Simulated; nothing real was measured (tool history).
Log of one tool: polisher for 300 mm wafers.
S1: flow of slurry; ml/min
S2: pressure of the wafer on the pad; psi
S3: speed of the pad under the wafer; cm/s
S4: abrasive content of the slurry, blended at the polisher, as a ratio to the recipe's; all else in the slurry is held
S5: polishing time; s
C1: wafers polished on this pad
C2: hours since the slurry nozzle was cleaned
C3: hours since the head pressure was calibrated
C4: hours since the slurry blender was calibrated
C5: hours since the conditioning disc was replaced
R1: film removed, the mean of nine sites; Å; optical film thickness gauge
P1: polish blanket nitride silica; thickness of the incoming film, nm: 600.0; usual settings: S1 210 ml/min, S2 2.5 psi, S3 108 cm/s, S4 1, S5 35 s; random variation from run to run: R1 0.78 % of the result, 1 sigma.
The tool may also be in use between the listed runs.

Run 1, hour 5.8: S1 210 ml/min, S2 2.5 psi, S3 108 cm/s, S4 1, S5 35 s; C1 473; C2 470.6; C3 296.8; C4 57.8; C5 176.8. Result: R1 141.38 Å.
Run 2, hour 12.5: S1 210 ml/min, S2 2.5 psi, S3 108 cm/s, S4 1, S5 35 s; C1 532; C2 477.3; C3 303.5; C4 64.5; C5 183.5. Result: R1 141.28 Å.
Run 3, hour 19.5: S1 210 ml/min, S2 1.4 psi, S3 108 cm/s, S4 1, S5 35 s; C1 594; C2 484.3; C3 310.5; C4 71.5; C5 190.5. Result: R1 79.713 Å.
Run 4, hour 26.7: S1 210 ml/min, S2 2.5 psi, S3 48 cm/s, S4 1, S5 35 s; C1 657; C2 491.5; C3 317.7; C4 78.7; C5 197.7. Result: R1 74.471 Å.
Run 5, hour 32.6: S1 210 ml/min, S2 2.5 psi, S3 108 cm/s, S4 1.3, S5 35 s; C1 709; C2 497.4; C3 323.6; C4 84.6; C5 203.6. Result: R1 157.33 Å.
Run 6, hour 38.3: S1 210 ml/min, S2 2.5 psi, S3 108 cm/s, S4 1, S5 35 s; C1 760; C2 503.1; C3 329.3; C4 90.3; C5 209.3. Result: R1 142.93 Å.
Run 7, hour 45.8: S1 210 ml/min, S2 1.5 psi, S3 108 cm/s, S4 0.8, S5 35 s; C1 826; C2 510.6; C3 336.8; C4 97.8; C5 216.8. Result: R1 76.019 Å.
Run 8, hour 50.7: S1 210 ml/min, S2 2.5 psi, S3 108 cm/s, S4 1, S5 26 s; C1 869; C2 515.5; C3 341.7; C4 102.7; C5 221.7. Result: R1 105.33 Å.
Run 9, hour 55.3: S1 270 ml/min, S2 2.5 psi, S3 108 cm/s, S4 1, S5 35 s; C1 909; C2 520.1; C3 346.3; C4 107.3; C5 226.3. Result: R1 145.01 Å.
Run 10, hour 59.6: S1 140 ml/min, S2 2.5 psi, S3 108 cm/s, S4 1, S5 35 s; C1 947; C2 524.4; C3 350.6; C4 111.6; C5 230.6. Result: R1 132.75 Å.
Run 11, hour 63.2: S1 210 ml/min, S2 2.5 psi, S3 108 cm/s, S4 1, S5 35 s; C1 979; C2 528; C3 354.2; C4 115.2; C5 234.2. Result: R1 142.61 Å.
Run 12, hour 71.2: S1 210 ml/min, S2 2.5 psi, S3 108 cm/s, S4 1, S5 35 s; C1 1050; C2 536; C3 362.2; C4 123.2; C5 242.2. Result: R1 140.84 Å.
Run 13, hour 75.3: S1 210 ml/min, S2 2.5 psi, S3 108 cm/s, S4 1, S5 35 s; C1 1086; C2 540.1; C3 366.3; C4 127.3; C5 246.3. Result: R1 140.44 Å.
Run 14, hour 80.7: S1 210 ml/min, S2 2.5 psi, S3 108 cm/s, S4 1.4, S5 18 s; C1 1133; C2 545.5; C3 371.7; C4 132.7; C5 251.7. Result: R1 82.412 Å.
Run 15, hour 87.4: S1 210 ml/min, S2 2.5 psi, S3 162 cm/s, S4 1, S5 35 s; C1 1192; C2 552.2; C3 378.4; C4 139.4; C5 258.4. Result: R1 197.74 Å.
Run 16, hour 94.2: S1 210 ml/min, S2 2.5 psi, S3 108 cm/s, S4 0.55, S5 35 s; C1 1252; C2 559; C3 385.2; C4 146.2; C5 265.2. Result: R1 102.11 Å.

Run 17 comes next. What will it give?
Run 17, hour 98.2: S1 210 ml/min, S2 2.5 psi, S3 108 cm/s, S4 1, S5 53 s; C1 1288; C2 563; C3 389.2; C4 150.2; C5 269.2. Result: R1 ?.

R1: 212.96 Å
